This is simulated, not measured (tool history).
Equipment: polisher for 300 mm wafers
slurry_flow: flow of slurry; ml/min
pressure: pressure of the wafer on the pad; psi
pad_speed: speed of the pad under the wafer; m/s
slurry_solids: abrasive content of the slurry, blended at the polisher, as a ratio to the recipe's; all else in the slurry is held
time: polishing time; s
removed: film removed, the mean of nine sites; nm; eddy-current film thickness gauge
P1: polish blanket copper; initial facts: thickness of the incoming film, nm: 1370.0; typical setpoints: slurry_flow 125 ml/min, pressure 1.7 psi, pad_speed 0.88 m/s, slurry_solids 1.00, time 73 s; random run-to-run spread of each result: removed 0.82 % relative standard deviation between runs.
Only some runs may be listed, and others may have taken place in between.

run   hour  slurry_flow  pressure  pad_speed  slurry_solids  time  wafers polished on this pad  hours since the slurry nozzle was cleaned  hours since the head pressure was calibrated  hours since the slurry blender was calibrated  removed
  1    5.0          125       1.7       0.88           1.00    73                          427                                      354.1                                         105.5                                          274.5  123.560
  2   15.6          125       1.7       0.88           1.00    73                          521                                      364.7                                         116.1                                          285.1  122.790
  3   20.4          125       1.7       0.88           1.50    73                          563                                      369.5                                         120.9                                          289.9  135.920
  4   27.0          125       1.7       0.44           1.00    73                          622                                      376.1                                         127.5                                          296.5   60.954
  5   34.3          160       1.7       0.88           1.00    73                          686                                      383.4                                         134.8                                          303.8  128.780
  6   40.8          125       1.7       0.88           1.45    92                          744                                      389.9                                         141.3                                          310.3  170.490
  7   45.6          125       1.7       0.88           1.00   114                          786                                      394.7                                         146.1                                          315.1  191.920
  8   54.9          125       1.2       0.88           1.00    73                          868                                      404.0                                         155.4                                          324.4   87.775
  9   60.3          125       1.7       0.88           0.55    73                          916                                      409.4                                         160.8                                          329.8  108.560
 10   67.3          125       1.7       0.88           1.00    73                          978                                      416.4                                         167.8                                          336.8  124.700
 11   75.0          125       1.7       0.88           1.00    73                         1046                                      424.1                                         175.5                                          344.5  124.010
 12   85.8          125       1.7       1.18           1.00    73                         1141                                      434.9                                         186.3                                          355.3  165.580
 13   91.4           75       1.7       0.88           1.00    73                         1191                                      440.5                                         191.9                                          360.9  107.330
 14  101.8          125       1.7       0.88           1.00    37                         1283                                      450.9                                         202.3                                          371.3   62.901

Run 15 is up next; what results do you expect?
 15  110.0          125       1.7       0.88           1.00    73                         1355                                      459.1                                         210.5                                          379.5        ?

removed: 124.180 nm
